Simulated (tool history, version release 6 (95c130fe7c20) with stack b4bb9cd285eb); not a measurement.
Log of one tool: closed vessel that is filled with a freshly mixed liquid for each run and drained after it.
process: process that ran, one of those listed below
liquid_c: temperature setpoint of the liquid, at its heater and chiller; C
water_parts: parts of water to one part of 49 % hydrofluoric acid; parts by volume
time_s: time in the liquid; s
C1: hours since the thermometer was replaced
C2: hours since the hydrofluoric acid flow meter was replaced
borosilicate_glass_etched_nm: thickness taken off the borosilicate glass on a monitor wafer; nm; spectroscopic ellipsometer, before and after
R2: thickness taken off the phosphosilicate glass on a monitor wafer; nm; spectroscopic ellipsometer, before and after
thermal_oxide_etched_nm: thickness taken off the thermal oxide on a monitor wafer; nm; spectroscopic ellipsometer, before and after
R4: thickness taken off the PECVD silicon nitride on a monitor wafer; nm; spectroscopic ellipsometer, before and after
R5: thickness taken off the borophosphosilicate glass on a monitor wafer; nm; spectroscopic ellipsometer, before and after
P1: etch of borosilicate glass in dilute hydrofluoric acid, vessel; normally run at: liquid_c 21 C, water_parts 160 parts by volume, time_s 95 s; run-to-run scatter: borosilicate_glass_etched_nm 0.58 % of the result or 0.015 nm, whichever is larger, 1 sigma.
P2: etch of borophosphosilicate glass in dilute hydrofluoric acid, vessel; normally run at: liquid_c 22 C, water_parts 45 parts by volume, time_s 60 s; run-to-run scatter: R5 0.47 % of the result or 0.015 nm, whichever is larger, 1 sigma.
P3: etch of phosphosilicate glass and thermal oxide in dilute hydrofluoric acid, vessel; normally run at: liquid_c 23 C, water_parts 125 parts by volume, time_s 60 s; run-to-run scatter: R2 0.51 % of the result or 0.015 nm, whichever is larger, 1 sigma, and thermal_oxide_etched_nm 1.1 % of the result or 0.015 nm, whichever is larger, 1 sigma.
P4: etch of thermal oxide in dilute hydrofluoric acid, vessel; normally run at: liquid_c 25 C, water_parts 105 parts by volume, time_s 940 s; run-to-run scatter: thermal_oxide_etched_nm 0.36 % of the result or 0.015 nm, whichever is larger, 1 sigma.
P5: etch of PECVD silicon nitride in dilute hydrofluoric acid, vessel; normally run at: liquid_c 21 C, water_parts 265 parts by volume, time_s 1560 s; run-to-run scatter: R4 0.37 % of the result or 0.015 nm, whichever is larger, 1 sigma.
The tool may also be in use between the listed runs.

run 1 hour=6.8 | process=P1 liquid_c=21 water_parts=160 time_s=95 | C1=465.4 C2=631.1 | borosilicate_glass_etched_nm=17.069
run 2 hour=13.3 | process=P1 liquid_c=21 water_parts=160 time_s=150 | C1=471.9 C2=637.6 | borosilicate_glass_etched_nm=26.687
run 3 hour=18.6 | process=P3 liquid_c=23 water_parts=125 time_s=60 | C1=477.2 C2=642.9 | R2=40.292 thermal_oxide_etched_nm=2.1054
run 4 hour=23.9 | process=P5 liquid_c=26 water_parts=265 time_s=1560 | C1=482.5 C2=648.2 | R4=37.503
run 5 hour=32.4 | process=P2 liquid_c=22 water_parts=45 time_s=60 | C1=491 C2=656.7 | R5=45.108
run 6 hour=41.3 | process=P1 liquid_c=21 water_parts=160 time_s=95 | C1=499.9 C2=665.6 | borosilicate_glass_etched_nm=17.178
run 7 hour=52 | process=P1 liquid_c=21 water_parts=160 time_s=95 | C1=510.6 C2=676.3 | borosilicate_glass_etched_nm=17.15
run 8 hour=58.2 | process=P4 liquid_c=25 water_parts=25 time_s=940 | C1=516.8 C2=682.5 | thermal_oxide_etched_nm=199.21
run 9 hour=66.4 | process=P2 liquid_c=28 water_parts=45 time_s=60 | C1=525 C2=690.7 | R5=57.255
run 10 hour=78.3 | process=P2 liquid_c=22 water_parts=45 time_s=30 | C1=536.9 C2=702.6 | R5=22.219
run 11 hour=86.8 | process=P1 liquid_c=21 water_parts=160 time_s=95 | C1=545.4 C2=711.1 | borosilicate_glass_etched_nm=16.852
run 12 hour=95.1 | process=P1 liquid_c=17 water_parts=160 time_s=95 | C1=553.7 C2=719.4 | borosilicate_glass_etched_nm=14.68
run 13 hour=103.7 | process=P1 liquid_c=21 water_parts=90 time_s=95 | C1=562.3 C2=728 | borosilicate_glass_etched_nm=32.74
run 14 hour=109.4 | process=P1 liquid_c=21 water_parts=160 time_s=95 | C1=568 C2=733.7 | borosilicate_glass_etched_nm=17.094
run 15 hour=121.4 | process=P1 liquid_c=21 water_parts=160 time_s=95 | C1=580 C2=745.7 | borosilicate_glass_etched_nm=17.095
run 16 hour=128.5 | process=P5 liquid_c=21 water_parts=265 time_s=1560 | C1=587.1 C2=752.8 | R4=27.767
run 17 hour=134.1 | process=P2 liquid_c=22 water_parts=45 time_s=60 | C1=592.7 C2=758.4 | R5=44.699
run 18 hour=139.7 | process=P3 liquid_c=17 water_parts=125 time_s=60 | C1=598.3 C2=764 | R2=31.95 thermal_oxide_etched_nm=1.649
run 19 hour=146.1 | process=P5 liquid_c=21 water_parts=475 time_s=1560 | C1=604.7 C2=770.4 | R4=15.7
run 20 hour=151.7 | process=P2 liquid_c=22 water_parts=70 time_s=60 | C1=610.3 C2=776 | R5=27.79
run 21 hour=157 | process=P4 liquid_c=25 water_parts=105 time_s=1400 | C1=615.6 C2=781.3 | thermal_oxide_etched_nm=63.279
run 22 hour=164.2 | process=P3 liquid_c=23 water_parts=70 time_s=60 | C1=622.8 C2=788.5 | R2=78.26 thermal_oxide_etched_nm=4.0202
run 23 hour=175.6 | process=P3 liquid_c=23 water_parts=125 time_s=60 | C1=634.2 C2=799.9 | R2=40.538 thermal_oxide_etched_nm=2.0952
run 24 hour=181 | process=P3 liquid_c=23 water_parts=125 time_s=30 | C1=639.6 C2=805.3 | R2=20.553 thermal_oxide_etched_nm=1.0369
run 25 hour=186.7 | process=P4 liquid_c=31.5 water_parts=105 time_s=940 | C1=645.3 C2=811 | thermal_oxide_etched_nm=54.385
run 26 hour=197.8 | process=P1 liquid_c=21 water_parts=60 time_s=35 | C1=656.4 C2=822.1 | borosilicate_glass_etched_nm=18.811
run 27 hour=208.1 | process=P1 liquid_c=21 water_parts=160 time_s=95 | C1=666.7 C2=832.4 | borosilicate_glass_etched_nm=16.983
run 28 hour=214.8 | process=P1 liquid_c=28.5 water_parts=160 time_s=95 | C1=673.4 C2=839.1 | borosilicate_glass_etched_nm=22.567
run 29 hour=221.1 | process=P4 liquid_c=25 water_parts=105 time_s=940 | C1=679.7 C2=845.4 | thermal_oxide_etched_nm=42.638

Run 30 comes next. What will it give?
run 30 hour=232.2 | process=P1 liquid_c=21 water_parts=290 time_s=95 | C1=690.8 C2=856.5 | borosilicate_glass_etched_nm=?

Run 30 gave borosilicate_glass_etched_nm 8.269 nm.
